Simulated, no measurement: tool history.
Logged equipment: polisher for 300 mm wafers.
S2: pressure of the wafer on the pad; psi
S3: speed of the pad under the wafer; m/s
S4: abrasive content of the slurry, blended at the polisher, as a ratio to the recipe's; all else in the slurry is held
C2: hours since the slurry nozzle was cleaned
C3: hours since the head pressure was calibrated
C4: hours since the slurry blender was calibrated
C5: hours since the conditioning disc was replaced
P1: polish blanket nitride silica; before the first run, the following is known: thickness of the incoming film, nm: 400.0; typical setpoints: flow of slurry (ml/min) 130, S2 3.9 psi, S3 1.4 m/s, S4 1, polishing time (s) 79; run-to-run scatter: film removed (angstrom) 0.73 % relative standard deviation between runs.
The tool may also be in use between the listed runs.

{"run": 1, "day": 0.479, "flow of slurry (ml/min)": 130, "S2": 3.9, "S3": 1.4, "S4": 1, "polishing time (s)": 79, "wafers polished on this pad": 811, "C2": 64.5, "C3": 400.7, "C4": 101.8, "C5": 71.9, "film removed (angstrom)": 804.39}
{"run": 2, "day": 1.038, "flow of slurry (ml/min)": 80, "S2": 3.9, "S3": 1.4, "S4": 1, "polishing time (s)": 79, "wafers polished on this pad": 961, "C2": 77.9, "C3": 414.1, "C4": 115.2, "C5": 85.3, "film removed (angstrom)": 714.19}
{"run": 3, "day": 1.638, "flow of slurry (ml/min)": 130, "S2": 3.9, "S3": 1.4, "S4": 1.25, "polishing time (s)": 79, "wafers polished on this pad": 1122, "C2": 92.3, "C3": 428.5, "C4": 129.6, "C5": 99.7, "film removed (angstrom)": 876.79}
{"day": 2.008, "done": "conditioning disc replaced and pad reconditioned"}
{"run": 4, "day": 2.246, "flow of slurry (ml/min)": 130, "S2": 3.9, "S3": 1.4, "S4": 1, "polishing time (s)": 79, "wafers polished on this pad": 1286, "C2": 106.9, "C3": 443.1, "C4": 144.2, "C5": 5.8, "film removed (angstrom)": 809.6}
{"run": 5, "day": 2.854, "flow of slurry (ml/min)": 130, "S2": 3.9, "S3": 1.4, "S4": 1, "polishing time (s)": 79, "wafers polished on this pad": 1449, "C2": 121.5, "C3": 457.7, "C4": 158.8, "C5": 20.4, "film removed (angstrom)": 804.92}
{"run": 6, "day": 3.158, "flow of slurry (ml/min)": 130, "S2": 3.9, "S3": 1.4, "S4": 1, "polishing time (s)": 36, "wafers polished on this pad": 1531, "C2": 128.8, "C3": 465, "C4": 166.1, "C5": 27.7, "film removed (angstrom)": 363.71}
{"run": 7, "day": 3.517, "flow of slurry (ml/min)": 205, "S2": 3.9, "S3": 1.4, "S4": 1, "polishing time (s)": 79, "wafers polished on this pad": 1627, "C2": 137.4, "C3": 473.6, "C4": 174.7, "C5": 36.3, "film removed (angstrom)": 864.25}
{"run": 8, "day": 3.85, "flow of slurry (ml/min)": 130, "S2": 3.9, "S3": 1.4, "S4": 1, "polishing time (s)": 79, "wafers polished on this pad": 1717, "C2": 145.4, "C3": 481.6, "C4": 182.7, "C5": 44.3, "film removed (angstrom)": 803.43}
{"run": 9, "day": 4.217, "flow of slurry (ml/min)": 130, "S2": 3.9, "S3": 0.86, "S4": 1, "polishing time (s)": 79, "wafers polished on this pad": 1815, "C2": 154.2, "C3": 490.4, "C4": 191.5, "C5": 53.1, "film removed (angstrom)": 548.77}
{"run": 10, "day": 4.812, "flow of slurry (ml/min)": 130, "S2": 5.6, "S3": 1.4, "S4": 1, "polishing time (s)": 79, "wafers polished on this pad": 1976, "C2": 168.5, "C3": 504.7, "C4": 205.8, "C5": 67.4, "film removed (angstrom)": 1155}
{"run": 11, "day": 5.392, "flow of slurry (ml/min)": 130, "S2": 3.9, "S3": 2.14, "S4": 1, "polishing time (s)": 79, "wafers polished on this pad": 2131, "C2": 182.4, "C3": 518.6, "C4": 219.7, "C5": 81.3, "film removed (angstrom)": 1118.8}
{"run": 12, "day": 5.675, "flow of slurry (ml/min)": 130, "S2": 3.9, "S3": 1.4, "S4": 1, "polishing time (s)": 79, "wafers polished on this pad": 2207, "C2": 189.2, "C3": 525.4, "C4": 226.5, "C5": 88.1, "film removed (angstrom)": 804.78}
{"run": 13, "day": 6.133, "flow of slurry (ml/min)": 130, "S2": 2.3, "S3": 1.4, "S4": 1, "polishing time (s)": 79, "wafers polished on this pad": 2331, "C2": 200.2, "C3": 536.4, "C4": 237.5, "C5": 99.1, "film removed (angstrom)": 476.15}
{"run": 14, "day": 6.438, "flow of slurry (ml/min)": 130, "S2": 3.9, "S3": 1.8, "S4": 1.35, "polishing time (s)": 79, "wafers polished on this pad": 2412, "C2": 207.5, "C3": 543.7, "C4": 244.8, "C5": 106.4, "film removed (angstrom)": 1115.4}
{"run": 15, "day": 6.971, "flow of slurry (ml/min)": 130, "S2": 3.9, "S3": 1.4, "S4": 0.55, "polishing time (s)": 79, "wafers polished on this pad": 2556, "C2": 220.3, "C3": 556.5, "C4": 257.6, "C5": 119.2, "film removed (angstrom)": 587.77}
{"run": 16, "day": 7.596, "flow of slurry (ml/min)": 130, "S2": 3.9, "S3": 1.4, "S4": 1, "polishing time (s)": 79, "wafers polished on this pad": 2724, "C2": 235.3, "C3": 571.5, "C4": 272.6, "C5": 134.2, "film removed (angstrom)": 807.73}
{"run": 17, "day": 8.108, "flow of slurry (ml/min)": 130, "S2": 3.9, "S3": 1.4, "S4": 1, "polishing time (s)": 79, "wafers polished on this pad": 2861, "C2": 247.6, "C3": 583.8, "C4": 284.9, "C5": 146.5, "film removed (angstrom)": 804.46}
{"run": 18, "day": 8.504, "flow of slurry (ml/min)": 130, "S2": 3.9, "S3": 1.4, "S4": 1, "polishing time (s)": 121, "wafers polished on this pad": 2968, "C2": 257.1, "C3": 593.3, "C4": 294.4, "C5": 156, "film removed (angstrom)": 1228.6}
{"run": 19, "day": 8.967, "flow of slurry (ml/min)": 130, "S2": 3.9, "S3": 1.4, "S4": 1, "polishing time (s)": 79, "wafers polished on this pad": 3092, "C2": 268.2, "C3": 604.4, "C4": 305.5, "C5": 167.1, "film removed (angstrom)": 814}
{"run": 20, "day": 9.596, "flow of slurry (ml/min)": 130, "S2": 3.9, "S3": 1.4, "S4": 1, "polishing time (s)": 79, "wafers polished on this pad": 3261, "C2": 283.3, "C3": 619.5, "C4": 320.6, "C5": 182.2, "film removed (angstrom)": 768.68}
{"run": 21, "day": 10.062, "flow of slurry (ml/min)": 130, "S2": 3.9, "S3": 1.4, "S4": 1, "polishing time (s)": 79, "wafers polished on this pad": 3386, "C2": 294.5, "C3": 630.7, "C4": 331.8, "C5": 193.4, "film removed (angstrom)": 754.38}
{"run": 22, "day": 10.533, "flow of slurry (ml/min)": 130, "S2": 3.9, "S3": 1.4, "S4": 1, "polishing time (s)": 79, "wafers polished on this pad": 3513, "C2": 305.8, "C3": 642, "C4": 343.1, "C5": 204.7, "film removed (angstrom)": 758.69}
{"run": 23, "day": 11.138, "flow of slurry (ml/min)": 130, "S2": 3.9, "S3": 1.4, "S4": 1, "polishing time (s)": 79, "wafers polished on this pad": 3675, "C2": 320.3, "C3": 656.5, "C4": 357.6, "C5": 219.2, "film removed (angstrom)": 737.29}
{"run": 24, "day": 11.571, "flow of slurry (ml/min)": 130, "S2": 3.9, "S3": 1.4, "S4": 1, "polishing time (s)": 79, "wafers polished on this pad": 3792, "C2": 330.7, "C3": 666.9, "C4": 368, "C5": 229.6, "film removed (angstrom)": 734.3}

What will run 25 give?
{"day": 11.583, "done": "slurry nozzle cleaned"}
{"day": 11.917, "done": "conditioning disc replaced and pad reconditioned"}
{"day": 12.0, "done": "head pressure recalibrated"}
{"run": 25, "day": 12.175, "flow of slurry (ml/min)": 130, "S2": 3.9, "S3": 1.4, "S4": 1, "polishing time (s)": 79, "wafers polished on this pad": 3954, "C2": 14.3, "C3": 4.2, "C4": 382.5, "C5": 6.2, "film removed (angstrom)": "?"}

film removed (angstrom): 730.44
